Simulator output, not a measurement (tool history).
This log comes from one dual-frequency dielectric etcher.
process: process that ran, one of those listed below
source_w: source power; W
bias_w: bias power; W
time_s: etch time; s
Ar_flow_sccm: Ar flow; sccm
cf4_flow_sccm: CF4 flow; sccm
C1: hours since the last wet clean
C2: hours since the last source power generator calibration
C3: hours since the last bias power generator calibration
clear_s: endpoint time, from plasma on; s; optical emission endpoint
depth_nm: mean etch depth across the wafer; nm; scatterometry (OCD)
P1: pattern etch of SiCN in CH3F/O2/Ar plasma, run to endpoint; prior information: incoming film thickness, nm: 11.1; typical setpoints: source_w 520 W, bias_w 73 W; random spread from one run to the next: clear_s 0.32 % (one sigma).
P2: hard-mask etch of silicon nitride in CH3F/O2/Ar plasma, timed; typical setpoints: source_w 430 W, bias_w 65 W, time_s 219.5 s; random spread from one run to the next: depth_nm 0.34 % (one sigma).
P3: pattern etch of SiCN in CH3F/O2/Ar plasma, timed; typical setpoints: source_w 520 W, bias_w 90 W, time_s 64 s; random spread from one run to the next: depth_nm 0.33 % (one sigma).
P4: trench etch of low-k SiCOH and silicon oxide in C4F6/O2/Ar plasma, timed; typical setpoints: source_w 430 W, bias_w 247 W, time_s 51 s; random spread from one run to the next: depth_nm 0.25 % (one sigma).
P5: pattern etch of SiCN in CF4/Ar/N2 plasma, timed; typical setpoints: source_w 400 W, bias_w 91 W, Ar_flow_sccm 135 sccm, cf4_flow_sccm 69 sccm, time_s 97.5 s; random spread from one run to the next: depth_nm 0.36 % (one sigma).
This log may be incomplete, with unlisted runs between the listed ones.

run 1 hour=10.3 | process=P1 source_w=520 bias_w=73 | C1=87.6 C2=1624.4 C3=2182 | clear_s=27.181
run 2 hour=17.8 | process=P3 source_w=730 bias_w=90 time_s=64 | C1=95.1 C2=1631.9 C3=2189.5 | depth_nm=32.435
run 3 hour=24.1 | process=P2 source_w=430 bias_w=65 time_s=309 | C1=101.4 C2=1638.2 C3=2195.8 | depth_nm=206.79
run 4 hour=29.7 | process=P5 source_w=400 bias_w=91 time_s=97.5 Ar_flow_sccm=135 cf4_flow_sccm=69 | C1=107 C2=1643.8 C3=2201.4 | depth_nm=80.014
run 5 hour=40 | process=P3 source_w=520 bias_w=90 time_s=64 | C1=117.3 C2=1654.1 C3=2211.7 | depth_nm=28.573
run 6 hour=45 | process=P4 source_w=430 bias_w=247 time_s=28 | C1=122.3 C2=1659.1 C3=2216.7 | depth_nm=104
run 7 hour=55.6 | process=P5 source_w=550 bias_w=91 time_s=97.5 Ar_flow_sccm=135 cf4_flow_sccm=69 | C1=132.9 C2=1669.7 C3=2227.3 | depth_nm=105.8
run 8 hour=61.8 | process=P2 source_w=430 bias_w=46 time_s=219.5 | C1=139.1 C2=1675.9 C3=2233.5 | depth_nm=132.35
run 9 hour=67.8 | process=P3 source_w=520 bias_w=90 time_s=35 | C1=145.1 C2=1681.9 C3=2239.5 | depth_nm=15.58
run 10 hour=73.9 | process=P1 source_w=680 bias_w=73 | C1=151.2 C2=1688 C3=2245.6 | clear_s=24.629
run 11 hour=83.8 | process=P2 source_w=430 bias_w=65 time_s=219.5 | C1=161.1 C2=1697.9 C3=2255.5 | depth_nm=147.66
run 12 hour=90.4 | process=P1 source_w=720 bias_w=54 | C1=167.7 C2=1704.5 C3=2262.1 | clear_s=26.34
run 13 hour=98.1 | process=P5 source_w=400 bias_w=91 time_s=97.5 Ar_flow_sccm=163 cf4_flow_sccm=69 | C1=175.4 C2=1712.2 C3=2269.8 | depth_nm=77.75
run 14 hour=103.1 | process=P5 source_w=400 bias_w=91 time_s=97.5 Ar_flow_sccm=135 cf4_flow_sccm=97 | C1=180.4 C2=1717.2 C3=2274.8 | depth_nm=84.015
run 15 hour=109.9 | process=P3 source_w=520 bias_w=107 time_s=64 | C1=187.2 C2=1724 C3=2281.6 | depth_nm=30.414
run 16 hour=116.5 | process=P1 source_w=520 bias_w=73 | C1=193.8 C2=1730.6 C3=2288.2 | clear_s=27.202
run 17 hour=123.1 | process=P1 source_w=520 bias_w=73 | C1=200.4 C2=1737.2 C3=2294.8 | clear_s=27.245
run 18 hour=131.6 | process=P1 source_w=520 bias_w=52 | C1=208.9 C2=1745.7 C3=2303.3 | clear_s=30.609
run 19 hour=136.9 | process=P1 source_w=520 bias_w=73 | C1=214.2 C2=1751 C3=2308.6 | clear_s=27.233
run 20 hour=143.2 | process=P5 source_w=400 bias_w=91 time_s=75 Ar_flow_sccm=135 cf4_flow_sccm=69 | C1=220.5 C2=1757.3 C3=2314.9 | depth_nm=61.45
run 21 hour=151.3 | process=P1 source_w=710 bias_w=96 | C1=228.6 C2=1765.4 C3=2323 | clear_s=21.988
run 22 hour=158.2 | process=P4 source_w=430 bias_w=247 time_s=51 | C1=235.5 C2=1772.3 C3=2329.9 | depth_nm=188.77
run 23 hour=167.9 | process=P1 source_w=520 bias_w=73 | C1=245.2 C2=1782 C3=2339.6 | clear_s=27.1
run 24 hour=177.6 | process=P4 source_w=250 bias_w=247 time_s=51 | C1=254.9 C2=1791.7 C3=2349.3 | depth_nm=154.28
run 25 hour=184.4 | process=P4 source_w=430 bias_w=174 time_s=51 | C1=261.7 C2=1798.5 C3=2356.1 | depth_nm=169.63
run 26 hour=189.1 | process=P4 source_w=430 bias_w=247 time_s=51 | C1=266.4 C2=1803.2 C3=2360.8 | depth_nm=188.04
run 27 hour=198 | process=P5 source_w=400 bias_w=116 time_s=97.5 Ar_flow_sccm=135 cf4_flow_sccm=69 | C1=275.3 C2=1812.1 C3=2369.7 | depth_nm=88.635
run 28 hour=204.5 | process=P2 source_w=600 bias_w=65 time_s=219.5 | C1=281.8 C2=1818.6 C3=2376.2 | depth_nm=167.34
run 29 hour=210.7 | process=P2 source_w=430 bias_w=65 time_s=219.5 | C1=288 C2=1824.8 C3=2382.4 | depth_nm=147.97
run 30 hour=218.5 | process=P1 source_w=360 bias_w=73 | C1=295.8 C2=1832.6 C3=2390.2 | clear_s=31.124
run 31 hour=225.9 | process=P1 source_w=520 bias_w=95 | C1=303.2 C2=1840 C3=2397.6 | clear_s=24.58
run 32 hour=233.3 | process=P1 source_w=520 bias_w=73 | C1=310.6 C2=1847.4 C3=2405 | clear_s=27.2

Estimate the outcome of run 33 from the log above:
run 33 hour=241.2 | process=P1 source_w=520 bias_w=73 | C1=318.5 C2=1855.3 C3=2412.9 | clear_s=?

clear_s: 27.355 s
